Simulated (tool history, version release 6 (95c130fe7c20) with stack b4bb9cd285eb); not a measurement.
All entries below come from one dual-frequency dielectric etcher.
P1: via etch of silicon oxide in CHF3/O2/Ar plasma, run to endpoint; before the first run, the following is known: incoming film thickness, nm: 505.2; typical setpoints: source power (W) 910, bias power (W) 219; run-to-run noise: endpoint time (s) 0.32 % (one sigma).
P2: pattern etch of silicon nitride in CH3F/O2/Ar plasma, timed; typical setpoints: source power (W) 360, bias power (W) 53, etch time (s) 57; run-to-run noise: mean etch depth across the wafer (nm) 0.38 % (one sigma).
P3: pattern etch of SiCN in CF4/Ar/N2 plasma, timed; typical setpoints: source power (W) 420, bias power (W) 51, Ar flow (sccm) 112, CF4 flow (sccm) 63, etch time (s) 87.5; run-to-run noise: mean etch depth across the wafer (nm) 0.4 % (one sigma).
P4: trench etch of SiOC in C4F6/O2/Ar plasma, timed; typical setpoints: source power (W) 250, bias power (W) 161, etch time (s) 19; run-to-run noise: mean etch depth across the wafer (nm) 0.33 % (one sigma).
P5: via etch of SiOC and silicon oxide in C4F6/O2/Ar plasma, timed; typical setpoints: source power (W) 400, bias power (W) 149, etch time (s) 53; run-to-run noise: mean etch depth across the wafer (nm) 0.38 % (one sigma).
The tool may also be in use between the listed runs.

| run | hour | process that ran | source power (W) | bias power (W) | Ar flow (sccm) | CF4 flow (sccm) | etch time (s) | endpoint time (s) | mean etch depth across the wafer (nm) |
|---|---|---|---|---|---|---|---|---|---|
| 1 | 15.2 | P1 | 910 | 219 |  |  |  | 205.21 |  |
| 2 | 24.6 | P3 | 420 | 51 | 75 | 63 | 87.5 |  | 64.71 |
| 3 | 34.9 | P3 | 420 | 51 | 112 | 63 | 53 |  | 36.706 |
| 4 | 42.7 | P5 | 400 | 149 |  |  | 53 |  | 55.771 |
| 5 | 55.8 | P3 | 420 | 51 | 112 | 75 | 87.5 |  | 62.744 |
| 6 | 64.6 | P1 | 910 | 219 |  |  |  | 205.6 |  |
| 7 | 77.5 | P3 | 420 | 51 | 112 | 63 | 87.5 |  | 60.379 |
| 8 | 90.2 | P2 | 360 | 53 |  |  | 35.5 |  | 21.175 |
| 9 | 100.9 | P2 | 260 | 53 |  |  | 57 |  | 30.115 |
| 10 | 111.7 | P1 | 600 | 219 |  |  |  | 241.21 |  |
| 11 | 119.5 | P1 | 910 | 219 |  |  |  | 206.48 |  |
| 12 | 129 | P1 | 910 | 219 |  |  |  | 205.46 |  |
| 13 | 136.6 | P3 | 530 | 51 | 112 | 63 | 87.5 |  | 74.429 |
| 14 | 149.6 | P5 | 400 | 177 |  |  | 53 |  | 58.478 |
| 15 | 160.8 | P5 | 510 | 149 |  |  | 53 |  | 60.659 |
| 16 | 173 | P4 | 250 | 161 |  |  | 27 |  | 45.236 |
| 17 | 180.2 | P2 | 360 | 53 |  |  | 57 |  | 33.987 |
| 18 | 195.1 | P4 | 250 | 161 |  |  | 19 |  | 31.976 |
| 19 | 202.6 | P1 | 910 | 145 |  |  |  | 235.95 |  |
| 20 | 215.1 | P4 | 250 | 213 |  |  | 19 |  | 35.003 |
| 21 | 226.9 | P3 | 420 | 40 | 112 | 63 | 87.5 |  | 56.234 |
| 22 | 237.8 | P4 | 330 | 161 |  |  | 19 |  | 35.514 |
| 23 | 250.7 | P2 | 360 | 53 |  |  | 57 |  | 33.978 |
| 24 | 263.4 | P5 | 400 | 149 |  |  | 74.5 |  | 77.43 |
| 25 | 276.7 | P1 | 1140 | 219 |  |  |  | 188.74 |  |
| 26 | 290.2 | P1 | 910 | 264 |  |  |  | 193.64 |  |
| 27 | 302.8 | P1 | 910 | 219 |  |  |  | 205.86 |  |
| 28 | 313.7 | P5 | 400 | 149 |  |  | 53 |  | 55.222 |
| 29 | 327.9 | P2 | 360 | 68 |  |  | 57 |  | 37.121 |
| 30 | 337.6 | P3 | 420 | 51 | 112 | 63 | 87.5 |  | 60.987 |
| 31 | 351.5 | P1 | 740 | 139 |  |  |  | 257.69 |  |
| 32 | 359.9 | P1 | 1200 | 164 |  |  |  | 203.99 |  |
| 33 | 368.4 | P1 | 910 | 219 |  |  |  | 205.52 |  |
| 34 | 379.8 | P1 | 910 | 219 |  |  |  | 204.52 |  |
| 35 | 392.7 | P1 | 910 | 219 |  |  |  | 203.66 |  |
| 36 | 406.1 | P1 | 910 | 219 |  |  |  | 202.04 |  |
| 37 | 413.9 | P1 | 910 | 219 |  |  |  | 202.6 |  |
| 38 | 424.9 | P1 | 910 | 219 |  |  |  | 203.16 |  |
| 39 | 435.3 | P1 | 910 | 219 |  |  |  | 201.6 |  |
|  | 437.7 | wet clean of the chamber |
| 40 | 446.3 | P1 | 910 | 219 |  |  |  | 201.49 |  |
| 41 | 460 | P1 | 910 | 219 |  |  |  | 202.23 |  |
| 42 | 471.2 | P1 | 910 | 219 |  |  |  | 201.2 |  |
| 43 | 480.1 | P1 | 910 | 219 |  |  |  | 202.31 |  |

P1 has crept away from where it was. The log is fitted equally well by each of these 2 causes, at the sizes shown:
A: bias power that arrives over what is set, % = 4.77
B: source power that arrives over what is set, % = 4.26
The gradual shift began around hour 368.4.
The rest of the possible causes, and what rules out each one:
chamber walls in a state that raises the etch rate, %: its service at hour 437.7 followed the start of the drift and did not put the process back to its old value

The list below offers 4 check runs, each averaging the results of 2 wafers, and shows each result as a question mark. For which of them would the listed causes give clearly different results?
| check 1 | 489 | P5 | 400 | 149 |  |  | 53 |  | ? |
| check 2 | 489 | P2 | 360 | 53 |  |  | 57 |  | ? |
| check 3 | 489 | P3 | 420 | 51 | 112 | 63 | 87.5 |  | ? |
| check 4 | 489 | P4 | 250 | 161 |  |  | 19 |  | ? |

Outcome of each check run for each possible cause:
| check | result | if A | if B |
|---|---|---|---|
| check 1 | mean etch depth across the wafer (nm) | 56.111 | 56.217 |
| check 2 | mean etch depth across the wafer (nm) | 34.592 | 34.63 |
| check 3 | mean etch depth across the wafer (nm) | 61.645 | 62.96 |
| check 4 | mean etch depth across the wafer (nm) | 32.449 | 32.489 |
Per check, the gap between the least separated pair of causes, taken in the result that splits them most: check 1 0.19 %; check 2 0.11 %; check 3 2.11 %; check 4 0.12 %
Only in check 3 would the causes give clearly different results; in the remaining checks their results would be nearly the same.

Check 3 has now been run. It gave: mean etch depth across the wafer (nm) 63.059. Which of the candidate causes is it?

The cause is B: source power that arrives over what is set, %.
